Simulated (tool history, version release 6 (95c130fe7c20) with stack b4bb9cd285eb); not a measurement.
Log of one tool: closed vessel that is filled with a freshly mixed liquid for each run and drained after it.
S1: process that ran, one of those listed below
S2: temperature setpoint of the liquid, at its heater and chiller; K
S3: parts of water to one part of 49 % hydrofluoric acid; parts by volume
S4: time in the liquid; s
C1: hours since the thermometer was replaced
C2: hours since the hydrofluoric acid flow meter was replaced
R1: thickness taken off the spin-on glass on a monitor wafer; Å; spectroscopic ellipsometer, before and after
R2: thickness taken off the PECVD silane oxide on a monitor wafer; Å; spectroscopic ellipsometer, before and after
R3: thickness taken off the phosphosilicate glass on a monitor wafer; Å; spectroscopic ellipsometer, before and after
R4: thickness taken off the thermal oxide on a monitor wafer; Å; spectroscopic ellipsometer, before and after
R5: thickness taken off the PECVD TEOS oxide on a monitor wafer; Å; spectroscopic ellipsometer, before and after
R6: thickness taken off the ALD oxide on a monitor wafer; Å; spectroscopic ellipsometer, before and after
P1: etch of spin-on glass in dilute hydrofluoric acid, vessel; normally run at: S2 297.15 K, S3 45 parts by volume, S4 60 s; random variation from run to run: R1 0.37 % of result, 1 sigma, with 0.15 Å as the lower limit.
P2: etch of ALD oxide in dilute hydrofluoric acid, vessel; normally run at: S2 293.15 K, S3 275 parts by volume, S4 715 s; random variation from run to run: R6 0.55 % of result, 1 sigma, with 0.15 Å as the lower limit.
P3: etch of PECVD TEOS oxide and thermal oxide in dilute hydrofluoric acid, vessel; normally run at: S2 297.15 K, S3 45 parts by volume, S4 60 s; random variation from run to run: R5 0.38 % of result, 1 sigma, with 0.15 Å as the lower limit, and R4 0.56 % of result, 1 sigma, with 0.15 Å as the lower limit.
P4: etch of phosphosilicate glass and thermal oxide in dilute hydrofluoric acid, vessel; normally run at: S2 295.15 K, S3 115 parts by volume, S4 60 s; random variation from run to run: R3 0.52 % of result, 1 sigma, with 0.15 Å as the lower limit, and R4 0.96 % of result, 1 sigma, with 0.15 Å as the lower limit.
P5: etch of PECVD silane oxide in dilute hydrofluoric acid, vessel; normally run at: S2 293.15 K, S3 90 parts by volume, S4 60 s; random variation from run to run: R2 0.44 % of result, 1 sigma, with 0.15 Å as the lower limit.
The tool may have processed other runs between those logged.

{"run": 1, "hour": 4.7, "S1": "P1", "S2": 297.15, "S3": 45, "S4": 60, "C1": 977.6, "C2": 100.0, "R1": 495.29}
{"run": 2, "hour": 10.2, "S1": "P5", "S2": 293.15, "S3": 90, "S4": 60, "C1": 983.1, "C2": 105.5, "R2": 100.98}
{"run": 3, "hour": 15.5, "S1": "P1", "S2": 297.15, "S3": 30, "S4": 60, "C1": 988.4, "C2": 110.8, "R1": 758.07}
{"run": 4, "hour": 21.7, "S1": "P1", "S2": 293.15, "S3": 45, "S4": 60, "C1": 994.6, "C2": 117.0, "R1": 419.34}
{"run": 5, "hour": 26.6, "S1": "P4", "S2": 295.15, "S3": 20, "S4": 60, "C1": 999.5, "C2": 121.9, "R3": 3938.5, "R4": 139.69}
{"run": 6, "hour": 32.6, "S1": "P3", "S2": 297.15, "S3": 45, "S4": 60, "C1": 1005.5, "C2": 127.9, "R4": 66.166, "R5": 374.77}
{"run": 7, "hour": 41.0, "S1": "P3", "S2": 297.15, "S3": 45, "S4": 30, "C1": 1013.9, "C2": 136.3, "R4": 33.176, "R5": 186.71}
{"run": 8, "hour": 47.4, "S1": "P4", "S2": 295.15, "S3": 115, "S4": 60, "C1": 1020.3, "C2": 142.7, "R3": 611.01, "R4": 21.771}
{"run": 9, "hour": 53.4, "S1": "P1", "S2": 297.15, "S3": 45, "S4": 60, "C1": 1026.3, "C2": 148.7, "R1": 494.2}
{"run": 10, "hour": 59.6, "S1": "P1", "S2": 304.15, "S3": 45, "S4": 60, "C1": 1032.5, "C2": 154.9, "R1": 656.73}
{"run": 11, "hour": 67.8, "S1": "P3", "S2": 297.15, "S3": 75, "S4": 60, "C1": 1040.7, "C2": 163.1, "R4": 38.261, "R5": 215.19}
{"run": 12, "hour": 72.1, "S1": "P5", "S2": 293.15, "S3": 20, "S4": 60, "C1": 1045.0, "C2": 167.4, "R2": 493.96}
{"run": 13, "hour": 77.1, "S1": "P1", "S2": 297.15, "S3": 45, "S4": 30, "C1": 1050.0, "C2": 172.4, "R1": 247.9}
{"run": 14, "hour": 84.1, "S1": "P2", "S2": 300.65, "S3": 275, "S4": 715, "C1": 1057.0, "C2": 179.4, "R6": 414.95}
{"run": 15, "hour": 90.9, "S1": "P2", "S2": 293.15, "S3": 275, "S4": 70, "C1": 1063.8, "C2": 186.2, "R6": 30.947}
{"run": 16, "hour": 95.5, "S1": "P1", "S2": 297.15, "S3": 45, "S4": 60, "C1": 1068.4, "C2": 190.8, "R1": 497.15}
{"run": 17, "hour": 100.0, "S1": "P1", "S2": 297.15, "S3": 45, "S4": 100, "C1": 1072.9, "C2": 195.3, "R1": 827.1}
{"run": 18, "hour": 104.1, "S1": "P4", "S2": 295.15, "S3": 115, "S4": 30, "C1": 1077.0, "C2": 199.4, "R3": 303.47, "R4": 10.723}
{"run": 19, "hour": 108.9, "S1": "P3", "S2": 297.15, "S3": 45, "S4": 60, "C1": 1081.8, "C2": 204.2, "R4": 65.106, "R5": 375.48}
{"run": 20, "hour": 117.2, "S1": "P2", "S2": 293.15, "S3": 275, "S4": 715, "C1": 1090.1, "C2": 212.5, "R6": 317.67}
{"run": 21, "hour": 122.1, "S1": "P1", "S2": 297.15, "S3": 65, "S4": 60, "C1": 1095.0, "C2": 217.4, "R1": 334.77}
{"run": 22, "hour": 129.5, "S1": "P1", "S2": 297.15, "S3": 45, "S4": 60, "C1": 1102.4, "C2": 224.8, "R1": 495.95}
{"run": 23, "hour": 136.7, "S1": "P3", "S2": 302.65, "S3": 45, "S4": 60, "C1": 1109.6, "C2": 232.0, "R4": 82.015, "R5": 464.88}
{"run": 24, "hour": 143.8, "S1": "P5", "S2": 297.15, "S3": 90, "S4": 60, "C1": 1116.7, "C2": 239.1, "R2": 119.81}
{"run": 25, "hour": 150.4, "S1": "P1", "S2": 297.15, "S3": 45, "S4": 60, "C1": 1123.3, "C2": 245.7, "R1": 496.29}
{"run": 26, "hour": 159.1, "S1": "P1", "S2": 297.15, "S3": 45, "S4": 60, "C1": 1132.0, "C2": 254.4, "R1": 493.83}
{"run": 27, "hour": 167.4, "S1": "P1", "S2": 297.15, "S3": 25, "S4": 30, "C1": 1140.3, "C2": 262.7, "R1": 456.85}
{"run": 28, "hour": 173.6, "S1": "P2", "S2": 293.15, "S3": 445, "S4": 715, "C1": 1146.5, "C2": 268.9, "R6": 166.19}
{"run": 29, "hour": 179.2, "S1": "P4", "S2": 301.65, "S3": 115, "S4": 60, "C1": 1152.1, "C2": 274.5, "R3": 784.89, "R4": 28.102}
{"run": 30, "hour": 186.4, "S1": "P5", "S2": 293.15, "S3": 90, "S4": 30, "C1": 1159.3, "C2": 281.7, "R2": 50.698}
{"run": 31, "hour": 192.2, "S1": "P1", "S2": 297.15, "S3": 45, "S4": 60, "C1": 1165.1, "C2": 287.5, "R1": 494.75}
{"run": 32, "hour": 196.6, "S1": "P1", "S2": 297.15, "S3": 45, "S4": 60, "C1": 1169.5, "C2": 291.9, "R1": 477.8}
{"run": 33, "hour": 203.1, "S1": "P1", "S2": 297.15, "S3": 45, "S4": 60, "C1": 1176.0, "C2": 298.4, "R1": 462.46}
{"run": 34, "hour": 208.0, "S1": "P1", "S2": 297.15, "S3": 45, "S4": 60, "C1": 1180.9, "C2": 303.3, "R1": 456.38}
{"run": 35, "hour": 216.1, "S1": "P1", "S2": 297.15, "S3": 45, "S4": 60, "C1": 1189.0, "C2": 311.4, "R1": 450.47}
{"run": 36, "hour": 224.7, "S1": "P1", "S2": 297.15, "S3": 45, "S4": 60, "C1": 1197.6, "C2": 320.0, "R1": 447.25}
{"run": 37, "hour": 230.4, "S1": "P1", "S2": 297.15, "S3": 45, "S4": 60, "C1": 1203.3, "C2": 325.7, "R1": 448.31}

The log shows P1 creeping away from where it was. Any of the 2 causes listed here, at the size stated for it, fits the log just as well as the others:
A: liquid colder than its thermometer reads (K) = 2.38
B: hydrofluoric acid flow below the setpoint (%) = 8.9
Onset of the creep was near hour 192.2.

Which of the 4 check runs listed below separates the causes, so that each cause would produce a clearly different result? Each run uses one wafer, and its results are marked with question marks.
{"run": "check 1", "hour": 236.1, "S1": "P5", "S2": 293.15, "S3": 20, "S4": 30, "R2": "?"}
{"run": "check 2", "hour": 236.1, "S1": "P2", "S2": 293.15, "S3": 415, "S4": 360, "R6": "?"}
{"run": "check 3", "hour": 236.1, "S1": "P3", "S2": 297.15, "S3": 75, "S4": 35, "R4": "?", "R5": "?"}
{"run": "check 4", "hour": 236.1, "S1": "P4", "S2": 300.65, "S3": 20, "S4": 60, "R3": "?", "R4": "?"}

Expected result of each check under each candidate cause:
check=check_1 result=R2 if_A=223.720 if_B=225.720
check=check_2 result=R6 if_A=85.690 if_B=82.118
check=check_3 result=R4 if_A=20.082 if_B=19.972
check=check_3 result=R5 if_A=114.26 if_B=113.63
check=check_4 result=R3 if_A=4500.90 if_B=4513.90
check=check_4 result=R4 if_A=159.610 if_B=160.070
Gap, in per cent, between the two causes that each check separates least, read from the result that separates them most: check 1 0.89 %; check 2 4.26 %; check 3 0.55 %; check 4 0.29 %
Check 2 distinguishes between the causes, while the remaining checks would return nearly the same result for all of them.

With check 2 done, the readings were: R6 81.916 Å. Identify which of the listed causes applies.

B is the cause: hydrofluoric acid flow below the setpoint (%).

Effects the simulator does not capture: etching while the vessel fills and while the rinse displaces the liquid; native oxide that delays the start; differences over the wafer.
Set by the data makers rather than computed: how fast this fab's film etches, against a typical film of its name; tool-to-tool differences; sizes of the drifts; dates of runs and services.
